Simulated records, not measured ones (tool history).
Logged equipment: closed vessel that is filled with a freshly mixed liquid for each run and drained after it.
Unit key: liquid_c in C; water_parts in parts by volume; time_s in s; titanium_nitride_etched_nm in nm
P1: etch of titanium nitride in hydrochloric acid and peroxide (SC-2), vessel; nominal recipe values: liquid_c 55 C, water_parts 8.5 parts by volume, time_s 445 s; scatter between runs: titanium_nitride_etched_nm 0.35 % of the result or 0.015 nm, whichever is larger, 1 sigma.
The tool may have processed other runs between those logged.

run  hour  liquid_c  water_parts  time_s  hours since the thermometer was replaced  hours since the chemicals flow meter was replaced  hours since the drum of peroxide was connected  titanium_nitride_etched_nm
  1   4.4        55          8.5     445                                     655.1                                              138.2                                           180.5                      24.406
  2   7.9        55         14.5     445                                     658.6                                              141.7                                             184                      15.487
  3  13.2        55          8.5     225                                     663.9                                                147                                           189.3                      12.343
  4  18.6        55          8.5     445                                     669.3                                              152.4                                           194.7                      24.411
  5  23.2        55          8.5     445                                     673.9                                                157                                           199.3                      24.371
  6  26.3      70.5            4     445                                       677                                              160.1                                           202.4                      110.72
  7  29.4        65          8.5     195                                     680.1                                              163.2                                           205.5                      19.914
  8    32      69.5          8.5     445                                     682.7                                              165.8                                           208.1                      60.093
  9  36.9        55          8.5     885                                     687.6                                              170.7                                             213                      48.223
 10  41.5        55          8.5     445                                     692.2                                              175.3                                           217.6                      24.314
 11  45.2        55            4     445                                     695.9                                                179                                           221.3                      42.542
 12  50.5        55          8.5     445                                     701.2                                              184.3                                           226.6                      24.311
 13  55.4        41          8.5     445                                     706.1                                              189.2                                           231.5                      9.4475
 14  61.1        55          8.5     445                                     711.8                                              194.9                                           237.2                      24.497
 15  65.1        55          8.5     445                                     715.8                                              198.9                                           241.2                      24.997
 16  69.7        55          8.5     445                                     720.4                                              203.5                                           245.8                       25.62
 17  72.3        55          8.5     445                                       723                                              206.1                                           248.4                      25.889
 18  76.3        55          8.5     445                                       727                                              210.1                                           252.4                      26.127
 19  79.5        55          8.5     445                                     730.2                                              213.3                                           255.6                      26.366
 20  83.3        55          8.5     445                                       734                                              217.1                                           259.4                      26.271
 21  85.8        55          8.5     445                                     736.5                                              219.6                                           261.9                      26.256
 22    89        55          8.5     445                                     739.7                                              222.8                                           265.1                      26.274
 23  94.1        55          8.5     445                                     744.8                                              227.9                                           270.2                       26.39

The log shows P1 creeping away from where it was. Any of the 2 causes listed here, at the size stated for it, fits the log just as well as the others:
A: liquid hotter than its thermometer reads (K) = 1.26
B: chemicals flow above the setpoint (%) = 10.7
The gradual shift began around hour 61.1.
Why every other cause is out:
peroxide weaker than its label (%): cannot exceed 8; that much would move titanium_nitride_etched_nm by -7.3 %, which falls short of the creep or goes against it

Consider the 4 check runs below, whose results appear as question marks and each of which averages 2 wafers. Which one distinguishes the causes, in that each cause would give it a clearly different result?
check 1  99.2      63.5          8.5     870                                                                                                                                                                        ?
check 2  99.2        55          8.5     235                                                                                                                                                                        ?
check 3  99.2      42.5            4     445                                                                                                                                                                        ?
check 4  99.2      63.5          8.5     850                                                                                                                                                                        ?

What every check run would give for each of its results, assuming each possible cause in turn:
  check                      result    if A    if B
check 1  titanium_nitride_etched_nm   87.82  88.208
check 2  titanium_nitride_etched_nm  13.939  13.944
check 3  titanium_nitride_etched_nm  20.067   19.65
check 4  titanium_nitride_etched_nm  85.801   86.18
How far apart the two closest causes lie, in the result that separates them most: check 1 0.44 %; check 2 0.04 %; check 3 2.1 %; check 4 0.44 %
Of the check runs offered, only check 3 discriminates between the causes; the rest would read about the same regardless of which cause applies.

After running check 3, the following was obtained: titanium_nitride_etched_nm 20.079 nm. Which cause does this point to?

It is A: liquid hotter than its thermometer reads (K).

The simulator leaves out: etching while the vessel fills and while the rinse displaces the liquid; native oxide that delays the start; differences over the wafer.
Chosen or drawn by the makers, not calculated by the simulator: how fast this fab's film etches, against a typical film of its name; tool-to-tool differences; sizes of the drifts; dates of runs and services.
